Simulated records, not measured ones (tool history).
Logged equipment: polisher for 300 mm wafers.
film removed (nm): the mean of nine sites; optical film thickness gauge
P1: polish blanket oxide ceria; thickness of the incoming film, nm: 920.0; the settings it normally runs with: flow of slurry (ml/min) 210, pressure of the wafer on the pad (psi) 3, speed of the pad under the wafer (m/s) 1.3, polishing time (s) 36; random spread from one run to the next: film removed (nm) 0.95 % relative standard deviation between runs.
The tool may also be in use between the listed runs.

run,hour,flow of slurry (ml/min),pressure of the wafer on the pad (psi),speed of the pad under the wafer (m/s),polishing time (s),wafers polished on this pad,hours since the slurry nozzle was cleaned,hours since the head pressure was calibrated,film removed (nm)
1,9.7,210,3,1.3,36,807,420.3,528.6,224.89
2,18.7,210,3,1.3,36,883,429.3,537.6,226.1
3,24.8,210,3,1.3,36,934,435.4,543.7,228.12
4,31.9,210,3,1.3,53,994,442.5,550.8,331.24
5,37.7,125,3,1.3,36,1043,448.3,556.6,204.99
6,46.7,290,3,1.3,46,1119,457.3,565.6,302.49
7,53.3,210,3,1.3,26,1175,463.9,572.2,161.05
8,59,210,3,1.3,36,1223,469.6,577.9,223.99
9,67.7,210,3,1.3,36,1296,478.3,586.6,224.03
10,77.4,210,3,1.3,36,1378,488,596.3,226.33
11,84.7,210,1.6,1.3,36,1440,495.3,603.6,121.29
12,89.7,210,4.7,1.3,36,1482,500.3,608.6,354.84
13,98.8,325,3,1.3,52,1559,509.4,617.7,342.44
14,104.6,290,3,1.3,36,1608,515.2,623.5,232.86
15,111.7,210,3,0.6,36,1667,522.3,630.6,103.13
16,117.1,210,3,1.3,36,1713,527.7,636,226.2
17,124.7,210,3,1.76,36,1777,535.3,643.6,304.44
18,133.7,210,3,1.3,36,1853,544.3,652.6,227.92
19,144,210,3,1.3,36,1940,554.6,662.9,223.87
20,155.2,210,3,1.3,36,2034,565.8,674.1,217.08
# hour 161.2: worn pad replaced by a new one
21,161.7,210,3,1.3,36,4,572.3,680.6,218.84
22,171.3,210,3,1.3,36,85,581.9,690.2,217.81
23,181.6,210,3,1.3,36,172,592.2,700.5,214.75
24,189.1,210,3,1.3,36,235,599.7,708,214.28

What P1 gives has crept off from where it sat before. The 2 causes that follow fit the log equally well, each at the size noted:
A: head's pressure below its setpoint, % = 5.1
B: slurry flow missing at the pad, % = 29.6
The creep began at about hour 133.7.
Excluded causes, each with its reason:
removal rate lost through wear of the pad, %: serviced at hour 161.2, after the change had begun; the process did not return to its earlier output

Which of the check runs below tells the causes apart, meaning the causes would give it clearly different results? Each run uses 5 wafers whose results are averaged, and each result is shown as a question mark.
check 1,196.6,210,3,0.64,36,,,,?
check 2,196.6,125,3,1.3,36,,,,?
check 3,196.6,210,3,0.74,36,,,,?
check 4,196.6,210,4.5,1.3,36,,,,?

What each check would give under each cause:
check,result,if A,if B
check 1,film removed (nm),105.86,105.85
check 2,film removed (nm),197.66,191.5
check 3,film removed (nm),122.4,122.39
check 4,film removed (nm),322.53,322.51
Smallest distance between any two causes, each pair judged by its most separating result, in per cent: check 1 0.01 %; check 2 3.17 %; check 3 0.01 %; check 4 0.01 %
Check 2 tells the causes apart: in the others they would give nearly the same result.

Running check 2 produced the following: film removed (nm) 191.53. Which one of the listed causes fits?

The correct cause is B, namely: slurry flow missing at the pad, %.
